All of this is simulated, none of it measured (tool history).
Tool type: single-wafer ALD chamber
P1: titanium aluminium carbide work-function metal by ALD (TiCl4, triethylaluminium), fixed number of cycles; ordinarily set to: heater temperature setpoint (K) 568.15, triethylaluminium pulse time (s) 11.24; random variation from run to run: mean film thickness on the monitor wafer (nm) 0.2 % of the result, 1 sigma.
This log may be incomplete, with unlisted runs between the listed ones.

run,day,heater temperature setpoint (K),triethylaluminium pulse time (s),hours since the last thermocouple change,hours since the last triethylaluminium bottle change,mean film thickness on the monitor wafer (nm)
1,0.296,568.15,11.24,1516.8,144.4,1.9996
2,0.629,568.15,11.24,1524.8,152.4,2.0014
3,0.871,590.15,18.12,1530.6,158.2,2.2406
4,1.050,568.15,4.59,1534.9,162.5,1.6220
5,1.238,568.15,11.24,1539.4,167.0,2.0005
6,1.529,546.15,11.24,1546.4,174.0,1.8059
7,1.754,579.15,14.53,1551.8,179.4,2.1330
8,1.950,568.15,11.24,1556.5,184.1,2.0071
9,2.100,568.15,15.10,1560.1,187.7,2.0286
10,2.404,548.15,15.09,1567.4,195.0,1.8541
11,2.662,568.15,11.24,1573.6,201.2,2.0043
# day 2.900: triethylaluminium bottle replaced
12,2.954,593.15,11.24,1580.6,1.4,2.2144
13,3.288,568.15,11.24,1588.6,9.4,2.0016
14,3.562,568.15,11.24,1595.2,16.0,1.9900
15,3.900,568.15,11.24,1603.3,24.1,1.9725
16,4.175,568.15,11.24,1609.9,30.7,1.9704
17,4.367,568.15,11.24,1614.5,35.3,1.9775
18,4.517,568.15,11.24,1618.1,38.9,1.9718

Run 19 is up next; what results do you expect?
19,4.783,568.15,11.24,1624.5,45.3,?

mean film thickness on the monitor wafer (nm): 1.9681

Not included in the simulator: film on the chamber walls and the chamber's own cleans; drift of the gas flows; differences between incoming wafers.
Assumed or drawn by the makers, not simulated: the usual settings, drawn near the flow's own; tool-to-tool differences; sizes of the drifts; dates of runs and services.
